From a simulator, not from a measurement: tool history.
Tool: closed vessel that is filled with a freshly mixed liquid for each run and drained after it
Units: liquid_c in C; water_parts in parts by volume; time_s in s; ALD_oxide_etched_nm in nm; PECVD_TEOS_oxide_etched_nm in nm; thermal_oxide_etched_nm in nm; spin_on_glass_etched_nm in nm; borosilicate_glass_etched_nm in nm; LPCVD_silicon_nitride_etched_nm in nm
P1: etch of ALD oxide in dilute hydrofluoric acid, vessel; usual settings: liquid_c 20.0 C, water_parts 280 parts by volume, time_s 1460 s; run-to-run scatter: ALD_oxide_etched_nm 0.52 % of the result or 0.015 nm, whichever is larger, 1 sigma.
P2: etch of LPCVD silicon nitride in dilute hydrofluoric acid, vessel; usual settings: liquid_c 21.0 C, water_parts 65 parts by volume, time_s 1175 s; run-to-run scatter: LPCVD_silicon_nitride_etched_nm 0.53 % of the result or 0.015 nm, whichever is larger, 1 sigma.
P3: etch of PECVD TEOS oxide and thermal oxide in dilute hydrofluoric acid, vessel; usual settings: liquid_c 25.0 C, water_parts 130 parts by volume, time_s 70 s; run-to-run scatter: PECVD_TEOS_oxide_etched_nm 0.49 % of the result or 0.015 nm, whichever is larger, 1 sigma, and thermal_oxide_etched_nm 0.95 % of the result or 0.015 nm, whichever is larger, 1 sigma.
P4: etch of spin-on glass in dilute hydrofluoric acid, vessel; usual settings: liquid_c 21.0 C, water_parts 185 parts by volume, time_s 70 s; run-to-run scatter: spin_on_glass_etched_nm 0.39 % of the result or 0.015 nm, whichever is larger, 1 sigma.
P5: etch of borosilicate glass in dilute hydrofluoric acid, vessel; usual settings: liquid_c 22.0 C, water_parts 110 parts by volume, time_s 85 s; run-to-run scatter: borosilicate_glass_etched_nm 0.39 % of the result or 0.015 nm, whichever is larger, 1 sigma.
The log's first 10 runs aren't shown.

| run | hour | process | liquid_c | water_parts | time_s | hours since the thermometer was replaced | hours since the hydrofluoric acid flow meter was replaced | ALD_oxide_etched_nm | PECVD_TEOS_oxide_etched_nm | thermal_oxide_etched_nm | spin_on_glass_etched_nm | borosilicate_glass_etched_nm | LPCVD_silicon_nitride_etched_nm |
|---|---|---|---|---|---|---|---|---|---|---|---|---|---|
| 11 | 118.8 | P1 | 17.0 | 280 | 1460 | 1112.8 | 1247.5 | 32.29100 |  |  |  |  |  |
| 12 | 131.1 | P5 | 22.0 | 175 | 85 | 1125.1 | 1259.8 |  |  |  |  | 12.2000 |  |
| 13 | 138.7 | P5 | 22.0 | 110 | 30 | 1132.7 | 1267.4 |  |  |  |  | 7.3336 |  |
| 14 | 148.1 | P1 | 20.0 | 140 | 1460 | 1142.1 | 1276.8 | 82.33100 |  |  |  |  |  |
| 15 | 155.9 | P1 | 20.0 | 280 | 1460 | 1149.9 | 1284.6 | 35.93800 |  |  |  |  |  |
| 16 | 165.3 | P3 | 33.0 | 130 | 70 | 1159.3 | 1294.0 |  | 6.2063 | 3.5767 |  |  |  |
|  | 166.2 | thermometer replaced |
| 17 | 174.9 | P4 | 21.0 | 185 | 70 | 8.7 | 1303.6 |  |  |  | 11.0400 |  |  |
| 18 | 188.0 | P4 | 28.0 | 185 | 70 | 21.8 | 1316.7 |  |  |  | 14.2980 |  |  |
| 19 | 198.5 | P2 | 21.0 | 65 | 35 | 32.3 | 1327.2 |  |  |  |  |  | 0.21574 |
| 20 | 208.4 | P1 | 20.0 | 280 | 1460 | 42.2 | 1337.1 | 35.73200 |  |  |  |  |  |
| 21 | 222.5 | P2 | 28.5 | 65 | 1175 | 56.3 | 1351.2 |  |  |  |  |  | 11.96400 |
| 22 | 231.8 | P2 | 21.0 | 65 | 1175 | 65.6 | 1360.5 |  |  |  |  |  | 7.26260 |

The next listed run, before its measurement:
| 23 | 242.9 | P1 | 20.0 | 450 | 1460 | 76.7 | 1371.6 | ? |  |  |  |  |  |

Run 23 gave ALD_oxide_etched_nm 19.30400 nm.

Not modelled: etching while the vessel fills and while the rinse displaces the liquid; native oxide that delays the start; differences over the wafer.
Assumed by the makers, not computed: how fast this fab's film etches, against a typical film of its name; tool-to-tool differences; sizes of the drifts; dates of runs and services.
